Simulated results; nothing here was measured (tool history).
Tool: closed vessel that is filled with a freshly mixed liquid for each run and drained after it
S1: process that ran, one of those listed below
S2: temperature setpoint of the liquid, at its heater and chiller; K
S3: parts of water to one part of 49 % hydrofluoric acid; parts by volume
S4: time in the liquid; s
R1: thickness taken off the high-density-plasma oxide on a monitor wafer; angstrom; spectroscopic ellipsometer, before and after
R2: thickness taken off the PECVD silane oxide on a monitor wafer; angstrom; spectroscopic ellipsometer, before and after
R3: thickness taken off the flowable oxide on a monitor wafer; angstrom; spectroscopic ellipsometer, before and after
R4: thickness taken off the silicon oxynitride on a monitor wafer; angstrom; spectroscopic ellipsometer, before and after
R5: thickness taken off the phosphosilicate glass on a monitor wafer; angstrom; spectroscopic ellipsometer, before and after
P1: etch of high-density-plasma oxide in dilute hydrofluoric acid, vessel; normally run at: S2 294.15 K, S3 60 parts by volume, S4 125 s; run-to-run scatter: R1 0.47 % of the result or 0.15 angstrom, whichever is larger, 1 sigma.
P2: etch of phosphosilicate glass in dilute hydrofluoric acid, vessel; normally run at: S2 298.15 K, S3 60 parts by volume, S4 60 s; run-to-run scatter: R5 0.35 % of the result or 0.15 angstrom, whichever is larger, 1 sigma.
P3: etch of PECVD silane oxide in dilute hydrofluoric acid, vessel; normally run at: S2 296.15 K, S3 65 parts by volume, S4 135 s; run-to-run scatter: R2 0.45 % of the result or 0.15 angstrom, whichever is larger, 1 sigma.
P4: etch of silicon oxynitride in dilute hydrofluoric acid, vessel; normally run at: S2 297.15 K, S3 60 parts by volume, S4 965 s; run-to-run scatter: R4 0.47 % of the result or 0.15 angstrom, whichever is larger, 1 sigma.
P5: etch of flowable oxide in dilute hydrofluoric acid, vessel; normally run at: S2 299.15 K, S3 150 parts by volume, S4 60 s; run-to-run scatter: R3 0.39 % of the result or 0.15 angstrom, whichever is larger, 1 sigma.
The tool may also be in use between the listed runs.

run     day  S1      S2   S3   S4       R1      R2       R3      R4       R5
  1   0.333  P1  294.15   60  125  129.360
  2   0.675  P3  296.15   30  135           701.45
  3   1.079  P5  292.15  150   60                   129.010
  4   1.333  P3  302.15   65  135           395.41
  5   1.646  P1  294.15   85  125   88.605
  6   1.912  P1  294.15   60  125  129.090
  7   2.254  P4  297.15   60  965                            238.85
  8   2.600  P5  299.15  275   60                    80.037
  9   2.812  P2  298.15   60  100                                    1739.10
 10   3.038  P3  296.15   65  225           514.71
 11   3.400  P1  294.15   60  125  129.160
 12   3.725  P2  298.15   20   60                                    3293.70
 13   4.071  P5  299.15  150   60                   169.490
 14   4.333  P1  294.15   30  125  268.410
 15   4.754  P4  297.15   60  965                            236.85
 16   5.000  P1  294.15   60   30   30.962
 17   5.279  P2  298.15   60   60                                    1040.20
 18   5.596  P4  297.15   60  520                            127.66
 19   6.000  P1  301.65   60  125  175.650
 20   6.367  P1  290.15   20  125  342.050
 21   6.633  P4  304.65   60  965                            337.08
 22   7.062  P5  299.15  150  105                   294.220
 23   7.442  P2  292.65   60   60                                     820.89
 24   7.767  P1  290.15   60  125  108.940
 25   8.108  P1  294.15   60  240  249.050
 26   8.571  P4  297.15   20  965                            731.70
 27   8.896  P1  294.15   60  125  128.350
 28   9.317  P3  296.15   65  135           309.32
 29   9.717  P1  294.15   60  125  128.030
 30   9.921  P1  294.15   60  125  133.240
 31  10.258  P1  294.15   60  125  137.430
 32  10.525  P1  294.15   60  125  138.450
 33  10.833  P1  294.15   60  125  138.900
 34  11.054  P1  294.15   60  125  139.260
 35  11.283  P1  294.15   60  125  140.370

What P1 gives has crept away from where it was. These 2 causes fit the log equally well, each at the size given:
A: hydrofluoric acid flow above the setpoint (%) = 8.16
B: liquid hotter than its thermometer reads (K) = 2.03
The creep began at about day 9.717.

4 check runs are offered, one wafer each, their results left as question marks. Which one tells the causes apart?
check 1  11.512  P3  296.15   40  135       ?
check 2  11.512  P5  299.15  270   60           ?
check 3  11.512  P4  304.65   60  555               ?
check 4  11.512  P2  298.15   25   60                   ?

What each check would give under each cause:
  check  result     if A     if B
check 1      R2   562.07   563.06
check 2      R3   90.798   88.050
check 3      R4   211.08   212.88
check 4      R5  2834.60  2842.70
How far apart the two closest causes lie, in the result that separates them most: check 1 0.18 %; check 2 3.07 %; check 3 0.85 %; check 4 0.28 %
Check 2 tells the causes apart: in the others they would give nearly the same result.

Then check 2 was run and gave: R3 90.853 angstrom. Which cause is it?

It is A: hydrofluoric acid flow above the setpoint (%).

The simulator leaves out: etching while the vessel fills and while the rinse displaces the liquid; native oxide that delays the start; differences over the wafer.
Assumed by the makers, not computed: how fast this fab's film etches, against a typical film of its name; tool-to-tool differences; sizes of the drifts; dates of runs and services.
